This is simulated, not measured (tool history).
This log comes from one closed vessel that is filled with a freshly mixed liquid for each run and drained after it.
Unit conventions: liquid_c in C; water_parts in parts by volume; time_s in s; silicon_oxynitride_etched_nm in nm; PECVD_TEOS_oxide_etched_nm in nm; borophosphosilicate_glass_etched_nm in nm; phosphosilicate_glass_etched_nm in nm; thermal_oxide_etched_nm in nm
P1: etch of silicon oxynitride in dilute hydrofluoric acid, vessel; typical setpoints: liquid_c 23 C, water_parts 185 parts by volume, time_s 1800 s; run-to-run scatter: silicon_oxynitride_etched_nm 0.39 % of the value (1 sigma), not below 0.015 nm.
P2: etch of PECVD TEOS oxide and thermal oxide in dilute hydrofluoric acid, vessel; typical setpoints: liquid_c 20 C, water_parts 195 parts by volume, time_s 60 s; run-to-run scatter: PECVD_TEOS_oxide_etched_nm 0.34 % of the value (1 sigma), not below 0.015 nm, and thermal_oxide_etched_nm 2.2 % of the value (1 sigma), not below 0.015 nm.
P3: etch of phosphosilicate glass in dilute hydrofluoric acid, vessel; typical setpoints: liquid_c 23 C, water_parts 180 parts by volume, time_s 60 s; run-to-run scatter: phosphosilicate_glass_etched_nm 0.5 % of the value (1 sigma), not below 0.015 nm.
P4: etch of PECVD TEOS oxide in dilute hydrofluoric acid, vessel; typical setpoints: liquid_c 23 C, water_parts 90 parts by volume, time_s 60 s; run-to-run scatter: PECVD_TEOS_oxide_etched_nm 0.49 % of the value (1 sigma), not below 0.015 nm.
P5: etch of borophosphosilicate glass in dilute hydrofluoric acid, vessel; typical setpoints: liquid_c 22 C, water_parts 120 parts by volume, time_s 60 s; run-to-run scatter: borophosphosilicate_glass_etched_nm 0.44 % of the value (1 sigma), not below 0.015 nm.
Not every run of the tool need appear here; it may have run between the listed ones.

run,hour,process,liquid_c,water_parts,time_s,hours since the thermometer was replaced,hours since the hydrofluoric acid flow meter was replaced,silicon_oxynitride_etched_nm,PECVD_TEOS_oxide_etched_nm,borophosphosilicate_glass_etched_nm,phosphosilicate_glass_etched_nm,thermal_oxide_etched_nm
1,4.3,P1,23,185,1800,283.7,795.8,12.475,,,,
2,9.3,P4,23,90,30,288.7,800.8,,5.2559,,,
3,12.9,P1,23,185,1800,292.3,804.4,12.402,,,,
4,17.4,P5,22,120,60,296.8,808.9,,,22.079,,
5,23.1,P5,22,120,60,302.5,814.6,,,22.054,,
6,27.6,P1,17.5,185,3240,307,819.1,17.339,,,,
7,31.3,P1,23,185,425,310.7,822.8,2.9465,,,,
8,37.8,P3,17.5,180,60,317.2,829.3,,,,30.346,
9,41.3,P4,18.5,90,60,320.7,832.8,,8.7419,,,
10,45.7,P5,17,120,60,325.1,837.2,,,18.085,,
11,52,P2,20,195,110,331.4,843.5,,11.025,,,2.0005
12,56.2,P4,23,25,60,335.6,847.7,,40.837,,,
13,62.7,P1,23,185,1800,342.1,854.2,12.5,,,,
14,66.5,P1,18,185,1800,345.9,858,9.8244,,,,
15,70.9,P1,23,185,3450,350.3,862.4,23.726,,,,
16,75.3,P1,23,120,1800,354.7,866.8,20.123,,,,
17,82.1,P1,29.5,185,1800,361.5,873.6,16.574,,,,
18,86,P2,27.5,195,60,365.4,877.5,,7.9147,,,1.4631
19,90.9,P5,22,55,60,370.3,882.4,,,52.266,,
20,96.4,P1,23,185,1800,375.8,887.9,12.379,,,,
21,101.7,P2,20,195,60,381.1,893.2,,6.0197,,,1.1023
22,105.9,P5,22,120,30,385.3,897.4,,,11.052,,
23,110.7,P3,23,180,100,390.1,902.2,,,,62.267,

Run 24 comes next. What will it give?
24,113.9,P3,23,30,60,393.3,905.4,,,,?,

{"run 24": {"phosphosilicate_glass_etched_nm": 269.1}}

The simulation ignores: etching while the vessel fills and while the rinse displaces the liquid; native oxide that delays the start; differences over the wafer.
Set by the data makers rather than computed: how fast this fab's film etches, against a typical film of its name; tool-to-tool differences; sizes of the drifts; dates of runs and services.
